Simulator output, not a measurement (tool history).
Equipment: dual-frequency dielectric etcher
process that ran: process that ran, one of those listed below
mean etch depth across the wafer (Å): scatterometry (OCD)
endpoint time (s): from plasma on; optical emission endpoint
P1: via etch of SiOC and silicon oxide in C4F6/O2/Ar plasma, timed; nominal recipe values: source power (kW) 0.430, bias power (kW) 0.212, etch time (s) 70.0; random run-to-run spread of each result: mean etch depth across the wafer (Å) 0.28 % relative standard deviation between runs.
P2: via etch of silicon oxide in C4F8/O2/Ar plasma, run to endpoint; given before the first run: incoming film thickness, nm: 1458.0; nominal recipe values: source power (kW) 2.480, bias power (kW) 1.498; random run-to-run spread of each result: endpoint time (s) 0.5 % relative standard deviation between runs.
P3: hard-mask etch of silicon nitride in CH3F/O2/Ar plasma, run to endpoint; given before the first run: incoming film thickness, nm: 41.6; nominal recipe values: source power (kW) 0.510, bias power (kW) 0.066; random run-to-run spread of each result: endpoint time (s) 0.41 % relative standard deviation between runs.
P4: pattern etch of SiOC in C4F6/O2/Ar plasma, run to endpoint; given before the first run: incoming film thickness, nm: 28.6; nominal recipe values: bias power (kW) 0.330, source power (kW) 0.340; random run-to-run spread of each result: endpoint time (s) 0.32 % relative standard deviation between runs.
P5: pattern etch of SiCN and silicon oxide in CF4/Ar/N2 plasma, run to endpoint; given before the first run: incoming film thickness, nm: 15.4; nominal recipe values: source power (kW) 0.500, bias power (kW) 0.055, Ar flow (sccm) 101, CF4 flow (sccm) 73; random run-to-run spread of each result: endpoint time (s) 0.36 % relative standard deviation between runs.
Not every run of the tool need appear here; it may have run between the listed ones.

| run | day | process that ran | source power (kW) | bias power (kW) | etch time (s) | Ar flow (sccm) | CF4 flow (sccm) | hours since the last wet clean | hours since the last source power generator calibration | hours since the last bias power generator calibration | mean etch depth across the wafer (Å) | endpoint time (s) |
|---|---|---|---|---|---|---|---|---|---|---|---|---|
| 1 | 0.733 | P1 | 0.430 | 0.212 | 70.0 |  |  | 397.3 | 741.3 | 2551.8 | 841.98 |  |
| 2 | 1.371 | P4 | 0.340 | 0.330 |  |  |  | 412.6 | 756.6 | 2567.1 |  | 11.825 |
| 3 | 1.988 | P2 | 2.480 | 1.498 |  |  |  | 427.4 | 771.4 | 2581.9 |  | 283.980 |
| 4 | 2.625 | P1 | 0.430 | 0.212 | 70.0 |  |  | 442.7 | 786.7 | 2597.2 | 842.67 |  |
| 5 | 3.071 | P5 | 0.500 | 0.055 |  | 101 | 73 | 453.4 | 797.4 | 2607.9 |  | 18.727 |
| 6 | 3.529 | P2 | 3.280 | 1.498 |  |  |  | 464.4 | 808.4 | 2618.9 |  | 254.830 |
| 7 | 4.167 | P1 | 0.430 | 0.265 | 70.0 |  |  | 479.7 | 823.7 | 2634.2 | 910.02 |  |
| 8 | 4.575 | P5 | 0.500 | 0.055 |  | 63 | 73 | 489.5 | 833.5 | 2644.0 |  | 17.310 |
| 9 | 5.017 | P5 | 0.500 | 0.032 |  | 101 | 73 | 500.1 | 844.1 | 2654.6 |  | 21.846 |
| 10 | 5.438 | P5 | 0.500 | 0.055 |  | 101 | 73 | 510.2 | 854.2 | 2664.7 |  | 18.634 |
| 11 | 5.812 | P4 | 0.340 | 0.221 |  |  |  | 519.2 | 863.2 | 2673.7 |  | 13.607 |
| 12 | 6.275 | P4 | 0.470 | 0.330 |  |  |  | 530.3 | 874.3 | 2684.8 |  | 10.461 |
| 13 | 6.933 | P2 | 2.480 | 1.498 |  |  |  | 546.1 | 890.1 | 2700.6 |  | 288.190 |
| 14 | 7.317 | P1 | 0.430 | 0.212 | 70.0 |  |  | 555.3 | 899.3 | 2709.8 | 843.89 |  |
| 15 | 7.800 | P3 | 0.510 | 0.066 |  |  |  | 566.9 | 910.9 | 2721.4 |  | 58.313 |
| 16 | 8.204 | P1 | 0.430 | 0.158 | 70.0 |  |  | 576.6 | 920.6 | 2731.1 | 772.31 |  |
| 17 | 8.542 | P3 | 0.350 | 0.066 |  |  |  | 584.7 | 928.7 | 2739.2 |  | 67.206 |
| 18 | 8.950 | P1 | 0.430 | 0.212 | 70.0 |  |  | 594.5 | 938.5 | 2749.0 | 841.76 |  |
| 19 | 9.538 | P1 | 0.430 | 0.212 | 70.0 |  |  | 608.6 | 952.6 | 2763.1 | 843.03 |  |
| 20 | 10.229 | P1 | 0.430 | 0.212 | 38.5 |  |  | 625.2 | 969.2 | 2779.7 | 463.86 |  |
| 21 | 10.621 | P3 | 0.510 | 0.049 |  |  |  | 634.6 | 978.6 | 2789.1 |  | 63.998 |
| 22 | 11.208 | P5 | 0.360 | 0.055 |  | 101 | 73 | 648.7 | 992.7 | 2803.2 |  | 25.000 |
| 23 | 11.638 | P1 | 0.430 | 0.293 | 101.5 |  |  | 659.0 | 1003.0 | 2813.5 | 1365.00 |  |
| 24 | 12.142 | P1 | 0.330 | 0.212 | 70.0 |  |  | 671.1 | 1015.1 | 2825.6 | 762.47 |  |
| 25 | 12.562 | P1 | 0.430 | 0.290 | 38.5 |  |  | 681.2 | 1025.2 | 2835.7 | 516.26 |  |
| 26 | 13.300 | P5 | 0.500 | 0.055 |  | 101 | 99 | 698.9 | 1042.9 | 2853.4 |  | 17.766 |
| 27 | 13.808 | P2 | 2.480 | 0.895 |  |  |  | 711.1 | 1055.1 | 2865.6 |  | 322.470 |
| 28 | 14.342 | P1 | 0.430 | 0.212 | 70.0 |  |  | 723.9 | 1067.9 | 2878.4 | 842.55 |  |
| 29 | 14.958 | P1 | 0.430 | 0.212 | 87.0 |  |  | 738.7 | 1082.7 | 2893.2 | 1048.40 |  |

Predict the results of run 30:
| 30 | 15.550 | P1 | 0.530 | 0.212 | 70.0 |  |  | 752.9 | 1096.9 | 2907.4 | ? |  |

Run 30 gave mean etch depth across the wafer (Å) 910.69.

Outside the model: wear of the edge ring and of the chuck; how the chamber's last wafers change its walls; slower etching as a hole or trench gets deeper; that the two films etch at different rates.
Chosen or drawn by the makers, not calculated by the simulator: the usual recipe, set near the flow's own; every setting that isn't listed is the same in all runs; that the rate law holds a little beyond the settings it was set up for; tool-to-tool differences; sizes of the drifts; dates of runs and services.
